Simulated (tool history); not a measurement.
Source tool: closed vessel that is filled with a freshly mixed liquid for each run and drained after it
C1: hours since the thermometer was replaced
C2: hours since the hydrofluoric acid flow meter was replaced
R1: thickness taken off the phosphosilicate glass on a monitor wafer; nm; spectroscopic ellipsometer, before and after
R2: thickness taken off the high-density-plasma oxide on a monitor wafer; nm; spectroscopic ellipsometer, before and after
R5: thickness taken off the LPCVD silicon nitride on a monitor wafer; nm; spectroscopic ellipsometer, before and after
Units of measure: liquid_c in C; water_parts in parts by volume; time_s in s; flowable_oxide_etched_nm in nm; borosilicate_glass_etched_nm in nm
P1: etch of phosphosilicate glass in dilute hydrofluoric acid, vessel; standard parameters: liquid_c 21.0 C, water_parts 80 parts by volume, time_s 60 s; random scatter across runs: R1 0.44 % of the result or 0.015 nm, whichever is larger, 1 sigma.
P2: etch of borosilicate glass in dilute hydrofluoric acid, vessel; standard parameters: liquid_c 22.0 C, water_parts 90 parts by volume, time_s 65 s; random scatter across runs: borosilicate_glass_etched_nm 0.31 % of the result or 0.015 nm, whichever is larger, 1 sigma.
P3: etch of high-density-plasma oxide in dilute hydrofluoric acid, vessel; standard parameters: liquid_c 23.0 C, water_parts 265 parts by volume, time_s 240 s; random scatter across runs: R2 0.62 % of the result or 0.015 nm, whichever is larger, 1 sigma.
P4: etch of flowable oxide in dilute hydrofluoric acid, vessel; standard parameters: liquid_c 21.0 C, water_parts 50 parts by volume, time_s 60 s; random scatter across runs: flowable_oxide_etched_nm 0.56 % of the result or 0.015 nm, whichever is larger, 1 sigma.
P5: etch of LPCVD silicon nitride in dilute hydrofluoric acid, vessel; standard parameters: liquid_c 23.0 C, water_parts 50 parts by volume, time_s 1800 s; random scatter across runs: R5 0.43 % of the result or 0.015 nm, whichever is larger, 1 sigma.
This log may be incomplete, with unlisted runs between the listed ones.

{"run": 1, "hour": 6.5, "process": "P1", "liquid_c": 21.0, "water_parts": 80, "time_s": 60, "C1": 618.2, "C2": 534.5, "R1": 103.96}
{"run": 2, "hour": 12.4, "process": "P3", "liquid_c": 23.0, "water_parts": 50, "time_s": 240, "C1": 624.1, "C2": 540.4, "R2": 32.237}
{"run": 3, "hour": 19.0, "process": "P1", "liquid_c": 21.0, "water_parts": 80, "time_s": 60, "C1": 630.7, "C2": 547.0, "R1": 104.62}
{"run": 4, "hour": 24.9, "process": "P4", "liquid_c": 21.0, "water_parts": 50, "time_s": 60, "C1": 636.6, "C2": 552.9, "flowable_oxide_etched_nm": 36.409}
{"run": 5, "hour": 29.1, "process": "P2", "liquid_c": 17.0, "water_parts": 90, "time_s": 65, "C1": 640.8, "C2": 557.1, "borosilicate_glass_etched_nm": 12.606}
{"run": 6, "hour": 37.3, "process": "P1", "liquid_c": 21.0, "water_parts": 80, "time_s": 85, "C1": 649.0, "C2": 565.3, "R1": 147.55}
{"run": 7, "hour": 42.9, "process": "P2", "liquid_c": 22.0, "water_parts": 90, "time_s": 100, "C1": 654.6, "C2": 570.9, "borosilicate_glass_etched_nm": 23.745}
{"hour": 46.7, "done": "hydrofluoric acid flow meter replaced"}
{"run": 8, "hour": 51.2, "process": "P3", "liquid_c": 23.0, "water_parts": 265, "time_s": 240, "C1": 662.9, "C2": 4.5, "R2": 4.813}
{"run": 9, "hour": 56.0, "process": "P1", "liquid_c": 24.5, "water_parts": 80, "time_s": 30, "C1": 667.7, "C2": 9.3, "R1": 59.803}
{"run": 10, "hour": 64.8, "process": "P1", "liquid_c": 21.0, "water_parts": 135, "time_s": 60, "C1": 676.5, "C2": 18.1, "R1": 58.379}
{"run": 11, "hour": 70.8, "process": "P1", "liquid_c": 21.0, "water_parts": 80, "time_s": 30, "C1": 682.5, "C2": 24.1, "R1": 52.299}
{"run": 12, "hour": 79.1, "process": "P3", "liquid_c": 23.0, "water_parts": 265, "time_s": 240, "C1": 690.8, "C2": 32.4, "R2": 4.7934}
{"run": 13, "hour": 83.1, "process": "P4", "liquid_c": 21.0, "water_parts": 90, "time_s": 60, "C1": 694.8, "C2": 36.4, "flowable_oxide_etched_nm": 19.368}
{"run": 14, "hour": 91.0, "process": "P1", "liquid_c": 17.0, "water_parts": 80, "time_s": 60, "C1": 702.7, "C2": 44.3, "R1": 88.766}
{"run": 15, "hour": 96.2, "process": "P2", "liquid_c": 22.0, "water_parts": 90, "time_s": 65, "C1": 707.9, "C2": 49.5, "borosilicate_glass_etched_nm": 15.427}
{"run": 16, "hour": 104.2, "process": "P3", "liquid_c": 17.0, "water_parts": 265, "time_s": 240, "C1": 715.9, "C2": 57.5, "R2": 3.8015}
{"run": 17, "hour": 108.7, "process": "P4", "liquid_c": 21.0, "water_parts": 50, "time_s": 60, "C1": 720.4, "C2": 62.0, "flowable_oxide_etched_nm": 36.658}
{"run": 18, "hour": 114.5, "process": "P5", "liquid_c": 28.0, "water_parts": 50, "time_s": 1800, "C1": 726.2, "C2": 67.8, "R5": 20.815}
{"run": 19, "hour": 122.1, "process": "P5", "liquid_c": 23.0, "water_parts": 50, "time_s": 3175, "C1": 733.8, "C2": 75.4, "R5": 26.389}
{"run": 20, "hour": 130.5, "process": "P5", "liquid_c": 23.0, "water_parts": 85, "time_s": 1800, "C1": 742.2, "C2": 83.8, "R5": 8.8229}
{"run": 21, "hour": 139.5, "process": "P2", "liquid_c": 22.0, "water_parts": 135, "time_s": 65, "C1": 751.2, "C2": 92.8, "borosilicate_glass_etched_nm": 9.8287}
{"run": 22, "hour": 145.7, "process": "P1", "liquid_c": 21.0, "water_parts": 50, "time_s": 60, "C1": 757.4, "C2": 99.0, "R1": 171.53}
{"run": 23, "hour": 153.7, "process": "P4", "liquid_c": 29.0, "water_parts": 50, "time_s": 60, "C1": 765.4, "C2": 107.0, "flowable_oxide_etched_nm": 51.058}
{"run": 24, "hour": 159.4, "process": "P1", "liquid_c": 26.0, "water_parts": 80, "time_s": 35, "C1": 771.1, "C2": 112.7, "R1": 74.378}
{"run": 25, "hour": 164.2, "process": "P1", "liquid_c": 21.0, "water_parts": 80, "time_s": 60, "C1": 775.9, "C2": 117.5, "R1": 103.06}
{"run": 26, "hour": 170.2, "process": "P5", "liquid_c": 23.0, "water_parts": 50, "time_s": 1800, "C1": 781.9, "C2": 123.5, "R5": 14.933}
{"run": 27, "hour": 175.3, "process": "P4", "liquid_c": 21.0, "water_parts": 50, "time_s": 95, "C1": 787.0, "C2": 128.6, "flowable_oxide_etched_nm": 57.869}
{"run": 28, "hour": 182.8, "process": "P1", "liquid_c": 21.0, "water_parts": 80, "time_s": 60, "C1": 794.5, "C2": 136.1, "R1": 104.44}
{"run": 29, "hour": 190.8, "process": "P1", "liquid_c": 21.0, "water_parts": 80, "time_s": 60, "C1": 802.5, "C2": 144.1, "R1": 103.89}
{"run": 30, "hour": 199.8, "process": "P1", "liquid_c": 26.5, "water_parts": 80, "time_s": 60, "C1": 811.5, "C2": 153.1, "R1": 130.03}
{"run": 31, "hour": 204.6, "process": "P3", "liquid_c": 23.0, "water_parts": 265, "time_s": 30, "C1": 816.3, "C2": 157.9, "R2": 0.61784}
{"run": 32, "hour": 210.0, "process": "P1", "liquid_c": 21.0, "water_parts": 80, "time_s": 60, "C1": 821.7, "C2": 163.3, "R1": 103.37}
{"run": 33, "hour": 215.2, "process": "P1", "liquid_c": 21.0, "water_parts": 80, "time_s": 60, "C1": 826.9, "C2": 168.5, "R1": 104.46}
{"run": 34, "hour": 219.8, "process": "P1", "liquid_c": 21.0, "water_parts": 80, "time_s": 60, "C1": 831.5, "C2": 173.1, "R1": 104.46}
{"run": 35, "hour": 225.3, "process": "P1", "liquid_c": 21.0, "water_parts": 80, "time_s": 60, "C1": 837.0, "C2": 178.6, "R1": 102.63}
{"run": 36, "hour": 232.4, "process": "P1", "liquid_c": 21.0, "water_parts": 80, "time_s": 60, "C1": 844.1, "C2": 185.7, "R1": 99.841}
{"run": 37, "hour": 239.4, "process": "P1", "liquid_c": 21.0, "water_parts": 80, "time_s": 60, "C1": 851.1, "C2": 192.7, "R1": 99.29}
{"run": 38, "hour": 248.4, "process": "P1", "liquid_c": 21.0, "water_parts": 80, "time_s": 60, "C1": 860.1, "C2": 201.7, "R1": 98.943}
{"run": 39, "hour": 257.4, "process": "P1", "liquid_c": 21.0, "water_parts": 80, "time_s": 60, "C1": 869.1, "C2": 210.7, "R1": 97.071}
{"run": 40, "hour": 265.5, "process": "P1", "liquid_c": 21.0, "water_parts": 80, "time_s": 60, "C1": 877.2, "C2": 218.8, "R1": 97.443}
{"run": 41, "hour": 273.5, "process": "P1", "liquid_c": 21.0, "water_parts": 80, "time_s": 60, "C1": 885.2, "C2": 226.8, "R1": 97.848}
{"run": 42, "hour": 280.2, "process": "P1", "liquid_c": 21.0, "water_parts": 80, "time_s": 60, "C1": 891.9, "C2": 233.5, "R1": 98.083}
{"run": 43, "hour": 285.0, "process": "P1", "liquid_c": 21.0, "water_parts": 80, "time_s": 60, "C1": 896.7, "C2": 238.3, "R1": 96.899}
{"run": 44, "hour": 291.2, "process": "P1", "liquid_c": 21.0, "water_parts": 80, "time_s": 60, "C1": 902.9, "C2": 244.5, "R1": 97.256}

P1 has crept away from where it was. The log is fitted equally well by each of these 2 causes, at the sizes shown:
A: liquid colder than its thermometer reads (K) = 1.64
B: hydrofluoric acid flow below the setpoint (%) = 6.01
The creep began at about hour 219.8.

Of the 4 check runs listed below, each run on one wafer and each result written as a question mark, which would let you distinguish the listed causes because they would give clearly different results?
{"run": "check 1", "hour": 297.4, "process": "P4", "liquid_c": 24.5, "water_parts": 65, "time_s": 60, "flowable_oxide_etched_nm": "?"}
{"run": "check 2", "hour": 297.4, "process": "P3", "liquid_c": 20.0, "water_parts": 105, "time_s": 240, "R2": "?"}
{"run": "check 3", "hour": 297.4, "process": "P2", "liquid_c": 22.0, "water_parts": 120, "time_s": 90, "borosilicate_glass_etched_nm": "?"}
{"run": "check 4", "hour": 297.4, "process": "P5", "liquid_c": 28.0, "water_parts": 85, "time_s": 1800, "R5": "?"}

Outcome of each check run for each possible cause:
check=check_1 result=flowable_oxide_etched_nm if_A=29.914 if_B=29.896
check=check_2 result=R2 if_A=11.80000 if_B=11.78000
check=check_3 result=borosilicate_glass_etched_nm if_A=14.5300 if_B=14.4590
check=check_4 result=R5 if_A=11.0550 if_B=11.5550
Per check, the gap between the least separated pair of causes, taken in the result that splits them most: check 1 0.06 %; check 2 0.17 %; check 3 0.49 %; check 4 4.42 %
Only check 4 tells the causes apart: in the others they would give nearly the same result.

With check 4 done, the readings were: R5 11.0420 nm. Identify which of the listed causes applies.

Of the candidate causes, it is A: liquid colder than its thermometer reads (K).
